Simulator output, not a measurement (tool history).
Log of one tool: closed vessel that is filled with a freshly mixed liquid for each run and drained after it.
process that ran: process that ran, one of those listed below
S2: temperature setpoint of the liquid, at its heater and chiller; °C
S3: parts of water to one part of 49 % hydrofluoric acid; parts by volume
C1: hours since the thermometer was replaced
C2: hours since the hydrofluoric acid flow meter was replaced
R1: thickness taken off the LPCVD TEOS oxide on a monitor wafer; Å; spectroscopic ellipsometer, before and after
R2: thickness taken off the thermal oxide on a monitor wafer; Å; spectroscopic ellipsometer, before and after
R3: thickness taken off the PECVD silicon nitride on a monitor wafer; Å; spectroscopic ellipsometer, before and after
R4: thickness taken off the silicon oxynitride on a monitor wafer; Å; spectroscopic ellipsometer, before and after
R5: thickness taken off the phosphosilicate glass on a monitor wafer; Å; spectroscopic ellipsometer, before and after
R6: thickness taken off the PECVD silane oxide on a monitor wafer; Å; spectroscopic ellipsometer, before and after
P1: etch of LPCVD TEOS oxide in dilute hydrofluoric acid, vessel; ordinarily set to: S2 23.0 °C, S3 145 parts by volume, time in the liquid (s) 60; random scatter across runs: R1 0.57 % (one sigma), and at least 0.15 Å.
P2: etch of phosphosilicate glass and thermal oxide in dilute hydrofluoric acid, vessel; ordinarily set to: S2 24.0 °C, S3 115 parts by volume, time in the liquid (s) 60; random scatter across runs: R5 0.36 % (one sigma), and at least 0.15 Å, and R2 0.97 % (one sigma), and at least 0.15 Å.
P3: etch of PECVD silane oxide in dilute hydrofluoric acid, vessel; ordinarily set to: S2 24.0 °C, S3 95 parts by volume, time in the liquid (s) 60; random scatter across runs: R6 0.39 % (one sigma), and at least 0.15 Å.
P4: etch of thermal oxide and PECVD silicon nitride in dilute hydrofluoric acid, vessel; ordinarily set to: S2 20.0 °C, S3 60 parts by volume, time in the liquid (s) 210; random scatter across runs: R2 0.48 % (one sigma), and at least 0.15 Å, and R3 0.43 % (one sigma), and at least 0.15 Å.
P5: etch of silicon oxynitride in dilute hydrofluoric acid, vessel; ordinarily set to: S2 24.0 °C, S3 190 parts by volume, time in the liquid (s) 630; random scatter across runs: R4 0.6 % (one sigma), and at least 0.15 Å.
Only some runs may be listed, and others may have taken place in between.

Run 1, hour 4.1: process that ran P1, S2 23.0 °C, S3 145 parts by volume, time in the liquid (s) 60; C1 401.7; C2 1089.0. Result: R1 212.06 Å.
Run 2, hour 8.2: process that ran P1, S2 23.0 °C, S3 75 parts by volume, time in the liquid (s) 60; C1 405.8; C2 1093.1. Result: R1 444.12 Å.
Run 3, hour 14.3: process that ran P1, S2 26.5 °C, S3 210 parts by volume, time in the liquid (s) 60; C1 411.9; C2 1099.2. Result: R1 154.62 Å.
Run 4, hour 19.1: process that ran P4, S2 20.0 °C, S3 35 parts by volume, time in the liquid (s) 210; C1 416.7; C2 1104.0. Result: R2 254.530 Å, R3 117.010 Å.
Run 5, hour 22.1: process that ran P5, S2 24.0 °C, S3 320 parts by volume, time in the liquid (s) 630; C1 419.7; C2 1107.0. Result: R4 24.176 Å.
Run 6, hour 27.7: process that ran P2, S2 24.0 °C, S3 115 parts by volume, time in the liquid (s) 85; C1 425.3; C2 1112.6. Result: R2 34.987 Å, R5 998.16 Å.
Run 7, hour 32.3: process that ran P4, S2 20.0 °C, S3 60 parts by volume, time in the liquid (s) 210; C1 429.9; C2 1117.2. Result: R2 143.650 Å, R3 68.634 Å.
Run 8, hour 36.0: process that ran P1, S2 23.0 °C, S3 90 parts by volume, time in the liquid (s) 100; C1 433.6; C2 1120.9. Result: R1 607.05 Å.
Run 9, hour 41.9: process that ran P3, S2 24.0 °C, S3 95 parts by volume, time in the liquid (s) 60; C1 439.5; C2 1126.8. Result: R6 164.10 Å.
Run 10, hour 45.6: process that ran P2, S2 24.0 °C, S3 210 parts by volume, time in the liquid (s) 60; C1 443.2; C2 1130.5. Result: R2 12.349 Å, R5 346.41 Å.
Run 11, hour 50.2: process that ran P1, S2 23.0 °C, S3 145 parts by volume, time in the liquid (s) 60; C1 447.8; C2 1135.1. Result: R1 213.60 Å.
Run 12, hour 56.4: process that ran P4, S2 20.0 °C, S3 60 parts by volume, time in the liquid (s) 210; C1 454.0; C2 1141.3. Result: R2 143.270 Å, R3 69.117 Å.
Run 13, hour 62.8: process that ran P5, S2 19.5 °C, S3 190 parts by volume, time in the liquid (s) 630; C1 460.4; C2 1147.7. Result: R4 36.258 Å.
Run 14, hour 66.1: process that ran P4, S2 20.0 °C, S3 60 parts by volume, time in the liquid (s) 115; C1 463.7; C2 1151.0. Result: R2 78.821 Å, R3 37.860 Å.
Run 15, hour 70.1: process that ran P3, S2 32.0 °C, S3 95 parts by volume, time in the liquid (s) 60; C1 467.7; C2 1155.0. Result: R6 221.63 Å.
Run 16, hour 74.9: process that ran P3, S2 24.0 °C, S3 50 parts by volume, time in the liquid (s) 60; C1 472.5; C2 1159.8. Result: R6 327.89 Å.
Run 17, hour 80.7: process that ran P1, S2 17.0 °C, S3 145 parts by volume, time in the liquid (s) 60; C1 478.3; C2 1165.6. Result: R1 162.98 Å.
Run 18, hour 86.9: process that ran P1, S2 23.0 °C, S3 145 parts by volume, time in the liquid (s) 60; C1 484.5; C2 1171.8. Result: R1 210.73 Å.
Run 19, hour 90.1: process that ran P4, S2 17.0 °C, S3 60 parts by volume, time in the liquid (s) 210; C1 487.7; C2 1175.0. Result: R2 127.410 Å, R3 56.336 Å.
Run 20, hour 95.1: process that ran P5, S2 24.0 °C, S3 190 parts by volume, time in the liquid (s) 630; C1 492.7; C2 1180.0. Result: R4 44.377 Å.
Run 21, hour 101.0: process that ran P3, S2 24.0 °C, S3 95 parts by volume, time in the liquid (s) 60; C1 498.6; C2 1185.9. Result: R6 164.18 Å.
Run 22, hour 106.4: process that ran P3, S2 24.0 °C, S3 95 parts by volume, time in the liquid (s) 90; C1 504.0; C2 1191.3. Result: R6 246.95 Å.
Run 23, hour 112.8: process that ran P2, S2 24.0 °C, S3 115 parts by volume, time in the liquid (s) 60; C1 510.4; C2 1197.7. Result: R2 24.603 Å, R5 705.46 Å.
Run 24, hour 116.1: process that ran P1, S2 23.0 °C, S3 240 parts by volume, time in the liquid (s) 60; C1 513.7; C2 1201.0. Result: R1 114.33 Å.
Run 25, hour 122.3: process that ran P1, S2 30.5 °C, S3 145 parts by volume, time in the liquid (s) 60; C1 519.9; C2 1207.2. Result: R1 279.12 Å.
Run 26, hour 127.1: process that ran P1, S2 23.0 °C, S3 145 parts by volume, time in the liquid (s) 60; C1 524.7; C2 1212.0. Result: R1 208.91 Å.
Run 27, hour 131.9: process that ran P5, S2 24.0 °C, S3 190 parts by volume, time in the liquid (s) 630; C1 529.5; C2 1216.8. Result: R4 45.149 Å.
Run 28, hour 138.3: process that ran P2, S2 31.5 °C, S3 115 parts by volume, time in the liquid (s) 60; C1 535.9; C2 1223.2. Result: R2 32.976 Å, R5 932.10 Å.
Run 29, hour 142.4: process that ran P1, S2 23.0 °C, S3 145 parts by volume, time in the liquid (s) 60; C1 540.0; C2 1227.3. Result: R1 209.99 Å.
Run 30, hour 149.0: process that ran P2, S2 24.0 °C, S3 115 parts by volume, time in the liquid (s) 60; C1 546.6; C2 1233.9. Result: R2 24.928 Å, R5 703.96 Å.
Run 31, hour 152.2: process that ran P5, S2 24.0 °C, S3 190 parts by volume, time in the liquid (s) 1270; C1 549.8; C2 1237.1. Result: R4 89.256 Å.
Run 32, hour 158.3: process that ran P1, S2 23.0 °C, S3 145 parts by volume, time in the liquid (s) 100; C1 555.9; C2 1243.2. Result: R1 349.23 Å.
Run 33, hour 163.5: process that ran P1, S2 23.0 °C, S3 145 parts by volume, time in the liquid (s) 30; C1 561.1; C2 1248.4. Result: R1 104.66 Å.
Run 34, hour 169.3: process that ran P1, S2 23.0 °C, S3 145 parts by volume, time in the liquid (s) 60; C1 566.9; C2 1254.2. Result: R1 210.37 Å.
Run 35, hour 173.7: process that ran P1, S2 23.0 °C, S3 145 parts by volume, time in the liquid (s) 60; C1 571.3; C2 1258.6. Result: R1 210.83 Å.
Run 36, hour 177.8: process that ran P1, S2 23.0 °C, S3 145 parts by volume, time in the liquid (s) 60; C1 575.4; C2 1262.7. Result: R1 214.59 Å.
Run 37, hour 184.4: process that ran P1, S2 23.0 °C, S3 145 parts by volume, time in the liquid (s) 60; C1 582.0; C2 1269.3. Result: R1 217.12 Å.
Run 38, hour 187.6: process that ran P1, S2 23.0 °C, S3 145 parts by volume, time in the liquid (s) 60; C1 585.2; C2 1272.5. Result: R1 220.13 Å.
Run 39, hour 192.1: process that ran P1, S2 23.0 °C, S3 145 parts by volume, time in the liquid (s) 60; C1 589.7; C2 1277.0. Result: R1 220.38 Å.
Run 40, hour 197.7: process that ran P1, S2 23.0 °C, S3 145 parts by volume, time in the liquid (s) 60; C1 595.3; C2 1282.6. Result: R1 221.05 Å.
Run 41, hour 203.8: process that ran P1, S2 23.0 °C, S3 145 parts by volume, time in the liquid (s) 60; C1 601.4; C2 1288.7. Result: R1 223.63 Å.
Run 42, hour 206.7: process that ran P1, S2 23.0 °C, S3 145 parts by volume, time in the liquid (s) 60; C1 604.3; C2 1291.6. Result: R1 219.72 Å.
Run 43, hour 209.8: process that ran P1, S2 23.0 °C, S3 145 parts by volume, time in the liquid (s) 60; C1 607.4; C2 1294.7. Result: R1 222.91 Å.

The log shows P1 creeping away from where it was. Any of the 2 causes listed here, at the size stated for it, fits the log just as well as the others:
A: liquid hotter than its thermometer reads (K) = 1.38
B: hydrofluoric acid flow above the setpoint (%) = 4.68
The creep began at about hour 173.7.

4 check runs are offered, one wafer each, their results left as question marks. Which one tells the causes apart?
Run check 1, hour 212.9: process that ran P3, S2 24.0 °C, S3 95 parts by volume, time in the liquid (s) 60. Result: R6 ?.
Run check 2, hour 212.9: process that ran P2, S2 24.0 °C, S3 115 parts by volume, time in the liquid (s) 60. Result: R2 ?, R5 ?.
Run check 3, hour 212.9: process that ran P5, S2 24.0 °C, S3 190 parts by volume, time in the liquid (s) 630. Result: R4 ?.
Run check 4, hour 212.9: process that ran P4, S2 20.0 °C, S3 60 parts by volume, time in the liquid (s) 210. Result: R2 ?, R3 ?.

What each check would give under each cause:
  check  result     if A     if B
check 1      R6   172.74   172.14
check 2      R2   26.180   26.133
check 2      R5   740.46   739.12
check 3      R4   47.509   47.070
check 4      R2  152.270  150.910
check 4      R3   75.927   72.190
Gap, in per cent, between the two causes that each check separates least, read from the result that separates them most: check 1 0.35 %; check 2 0.18 %; check 3 0.93 %; check 4 5.05 %
Of the check runs offered, only check 4 discriminates between the causes; the rest would read about the same regardless of which cause applies.

Running check 4 produced the following: R2 151.110 Å; R3 72.269 Å. Which one of the listed causes fits?

B is the cause: hydrofluoric acid flow above the setpoint (%).
